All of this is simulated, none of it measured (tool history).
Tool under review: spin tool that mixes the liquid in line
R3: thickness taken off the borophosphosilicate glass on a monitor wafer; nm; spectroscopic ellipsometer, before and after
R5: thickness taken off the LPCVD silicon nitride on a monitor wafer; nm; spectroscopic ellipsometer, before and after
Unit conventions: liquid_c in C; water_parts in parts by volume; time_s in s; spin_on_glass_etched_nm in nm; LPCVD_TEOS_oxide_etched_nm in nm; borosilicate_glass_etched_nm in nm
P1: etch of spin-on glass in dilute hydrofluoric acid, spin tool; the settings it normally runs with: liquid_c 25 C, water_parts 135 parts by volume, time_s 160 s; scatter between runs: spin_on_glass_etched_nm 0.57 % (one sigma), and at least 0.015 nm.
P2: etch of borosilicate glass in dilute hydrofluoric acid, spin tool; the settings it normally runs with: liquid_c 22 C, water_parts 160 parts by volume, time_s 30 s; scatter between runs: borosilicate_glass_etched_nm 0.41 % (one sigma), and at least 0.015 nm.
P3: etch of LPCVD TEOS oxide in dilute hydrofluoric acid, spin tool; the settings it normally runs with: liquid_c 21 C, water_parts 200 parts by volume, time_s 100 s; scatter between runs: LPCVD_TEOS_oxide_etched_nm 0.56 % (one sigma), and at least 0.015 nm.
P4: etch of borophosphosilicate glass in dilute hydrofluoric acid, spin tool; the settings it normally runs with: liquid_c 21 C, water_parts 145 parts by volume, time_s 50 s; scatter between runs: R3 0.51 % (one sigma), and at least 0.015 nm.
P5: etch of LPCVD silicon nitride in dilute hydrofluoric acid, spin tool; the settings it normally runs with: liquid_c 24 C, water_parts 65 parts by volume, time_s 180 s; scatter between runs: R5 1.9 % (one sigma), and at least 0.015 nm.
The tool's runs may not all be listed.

run 1 hour=3.5 | process=P1 liquid_c=25 water_parts=135 time_s=160 | spin_on_glass_etched_nm=53.034
run 2 hour=8 | process=P3 liquid_c=21 water_parts=200 time_s=145 | LPCVD_TEOS_oxide_etched_nm=15.316
run 3 hour=11.6 | process=P3 liquid_c=21 water_parts=200 time_s=100 | LPCVD_TEOS_oxide_etched_nm=10.722
run 4 hour=14.2 | process=P4 liquid_c=21 water_parts=145 time_s=75 | R3=14.384
run 5 hour=18.3 | process=P1 liquid_c=17.5 water_parts=135 time_s=160 | spin_on_glass_etched_nm=39.158
run 6 hour=22.4 | process=P1 liquid_c=25 water_parts=135 time_s=300 | spin_on_glass_etched_nm=99.263
run 7 hour=27 | process=P1 liquid_c=21 water_parts=135 time_s=55 | spin_on_glass_etched_nm=15.549
run 8 hour=29.5 | process=P4 liquid_c=21 water_parts=260 time_s=50 | R3=4.7095
run 9 hour=33.3 | process=P2 liquid_c=22 water_parts=160 time_s=30 | borosilicate_glass_etched_nm=7.9094
run 10 hour=37.2 | process=P2 liquid_c=22 water_parts=160 time_s=30 | borosilicate_glass_etched_nm=7.8695
run 11 hour=40.8 | process=P2 liquid_c=22 water_parts=160 time_s=15 | borosilicate_glass_etched_nm=3.9411
run 12 hour=44.3 | process=P3 liquid_c=21 water_parts=55 time_s=100 | LPCVD_TEOS_oxide_etched_nm=45.563
run 13 hour=49.9 | process=P3 liquid_c=21 water_parts=200 time_s=100 | LPCVD_TEOS_oxide_etched_nm=10.63
run 14 hour=55.6 | process=P1 liquid_c=21 water_parts=135 time_s=265 | spin_on_glass_etched_nm=75.03
run 15 hour=58.7 | process=P5 liquid_c=24 water_parts=40 time_s=180 | R5=2.2407
run 16 hour=62.6 | process=P5 liquid_c=29 water_parts=65 time_s=180 | R5=1.9473
run 17 hour=65.2 | process=P4 liquid_c=21 water_parts=145 time_s=50 | R3=9.5618
run 18 hour=68.4 | process=P1 liquid_c=25 water_parts=135 time_s=160 | spin_on_glass_etched_nm=52.68
run 19 hour=71.5 | process=P2 liquid_c=17 water_parts=160 time_s=30 | borosilicate_glass_etched_nm=6.4475
run 20 hour=74.8 | process=P4 liquid_c=28.5 water_parts=145 time_s=50 | R3=12.762
run 21 hour=79.9 | process=P1 liquid_c=21 water_parts=225 time_s=160 | spin_on_glass_etched_nm=24.89
run 22 hour=83.8 | process=P2 liquid_c=22 water_parts=240 time_s=30 | borosilicate_glass_etched_nm=4.8374
run 23 hour=86.7 | process=P1 liquid_c=25 water_parts=245 time_s=160 | spin_on_glass_etched_nm=25.684
run 24 hour=90.9 | process=P1 liquid_c=25 water_parts=45 time_s=160 | spin_on_glass_etched_nm=177.97
run 25 hour=94.4 | process=P5 liquid_c=24 water_parts=65 time_s=100 | R5=0.77119
run 26 hour=97.3 | process=P5 liquid_c=24 water_parts=65 time_s=180 | R5=1.3913
run 27 hour=101.4 | process=P1 liquid_c=25 water_parts=135 time_s=25 | spin_on_glass_etched_nm=8.1638
run 28 hour=106.8 | process=P1 liquid_c=25 water_parts=135 time_s=160 | spin_on_glass_etched_nm=52.617
run 29 hour=112.4 | process=P1 liquid_c=29 water_parts=135 time_s=160 | spin_on_glass_etched_nm=61.951
run 30 hour=115.8 | process=P1 liquid_c=25 water_parts=135 time_s=160 | spin_on_glass_etched_nm=53.191
run 31 hour=121 | process=P3 liquid_c=17.5 water_parts=200 time_s=100 | LPCVD_TEOS_oxide_etched_nm=9.3608
run 32 hour=124.1 | process=P4 liquid_c=21 water_parts=145 time_s=50 | R3=9.5497
run 33 hour=129.4 | process=P1 liquid_c=25 water_parts=135 time_s=160 | spin_on_glass_etched_nm=52.973
run 34 hour=132.7 | process=P1 liquid_c=25 water_parts=135 time_s=160 | spin_on_glass_etched_nm=52.891
run 35 hour=136.4 | process=P1 liquid_c=25 water_parts=135 time_s=160 | spin_on_glass_etched_nm=54.282

Predict the results of run 36:
run 36 hour=139 | process=P1 liquid_c=25 water_parts=135 time_s=160 | spin_on_glass_etched_nm=?

{"run 36": {"spin_on_glass_etched_nm": 55.431}}
